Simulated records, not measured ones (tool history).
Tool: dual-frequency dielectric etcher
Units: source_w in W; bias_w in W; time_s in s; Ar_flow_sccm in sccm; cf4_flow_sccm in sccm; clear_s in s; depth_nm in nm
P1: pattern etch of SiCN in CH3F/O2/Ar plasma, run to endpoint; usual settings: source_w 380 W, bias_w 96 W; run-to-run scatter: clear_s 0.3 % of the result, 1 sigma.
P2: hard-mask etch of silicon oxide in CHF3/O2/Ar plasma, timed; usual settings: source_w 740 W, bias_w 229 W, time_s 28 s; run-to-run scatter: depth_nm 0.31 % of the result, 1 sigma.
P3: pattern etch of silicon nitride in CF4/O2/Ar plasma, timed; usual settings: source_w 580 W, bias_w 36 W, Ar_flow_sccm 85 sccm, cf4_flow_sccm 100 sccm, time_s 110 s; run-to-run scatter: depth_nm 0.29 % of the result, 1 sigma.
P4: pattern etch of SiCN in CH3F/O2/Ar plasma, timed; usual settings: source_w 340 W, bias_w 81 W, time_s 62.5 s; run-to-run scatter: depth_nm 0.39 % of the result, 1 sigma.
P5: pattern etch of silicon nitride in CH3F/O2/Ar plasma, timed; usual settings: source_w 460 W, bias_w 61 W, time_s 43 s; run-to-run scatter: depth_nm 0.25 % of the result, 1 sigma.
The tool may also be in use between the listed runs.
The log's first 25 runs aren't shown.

| run | day | process | source_w | bias_w | time_s | Ar_flow_sccm | cf4_flow_sccm | hours since the last wet clean | hours since the last source power generator calibration | hours since the last bias power generator calibration | clear_s | depth_nm |
|---|---|---|---|---|---|---|---|---|---|---|---|---|
| 26 | 7.529 | P1 | 380 | 63 |  |  |  | 254.5 | 582.5 | 1766.9 | 33.555 |  |
| 27 | 7.842 | P1 | 280 | 128 |  |  |  | 262 | 590 | 1774.4 | 28.673 |  |
| 28 | 8.217 | P4 | 340 | 105 | 62.5 |  |  | 271 | 599 | 1783.4 |  | 26.165 |
| 29 | 8.388 | P1 | 380 | 96 |  |  |  | 275.1 | 603.1 | 1787.5 | 28.727 |  |
| 30 | 8.571 | P1 | 280 | 96 |  |  |  | 279.5 | 607.5 | 1791.9 | 32.209 |  |
| 31 | 8.879 | P1 | 530 | 96 |  |  |  | 286.9 | 614.9 | 1799.3 | 25.325 |  |
| 32 | 9.162 | P1 | 450 | 129 |  |  |  | 293.7 | 621.7 | 1806.1 | 24.141 |  |
| 33 | 9.475 | P1 | 380 | 96 |  |  |  | 301.2 | 629.2 | 1813.6 | 28.543 |  |
| 34 | 9.762 | P1 | 380 | 96 |  |  |  | 308.1 | 636.1 | 1820.5 | 28.873 |  |
| 35 | 9.983 | P1 | 380 | 96 |  |  |  | 313.4 | 641.4 | 1825.8 | 28.716 |  |
| 36 | 10.25 | P1 | 380 | 96 |  |  |  | 319.8 | 647.8 | 1832.2 | 28.947 |  |
| 37 | 10.638 | P1 | 380 | 96 |  |  |  | 329.1 | 657.1 | 1841.5 | 29.061 |  |

Run 38 comes next. What will it give?
|  | 10.9 | wet clean of the chamber |
| 38 | 10.912 | P1 | 380 | 96 |  |  |  | 0.3 | 663.7 | 1848.1 | ? |  |

clear_s: 29.026 s

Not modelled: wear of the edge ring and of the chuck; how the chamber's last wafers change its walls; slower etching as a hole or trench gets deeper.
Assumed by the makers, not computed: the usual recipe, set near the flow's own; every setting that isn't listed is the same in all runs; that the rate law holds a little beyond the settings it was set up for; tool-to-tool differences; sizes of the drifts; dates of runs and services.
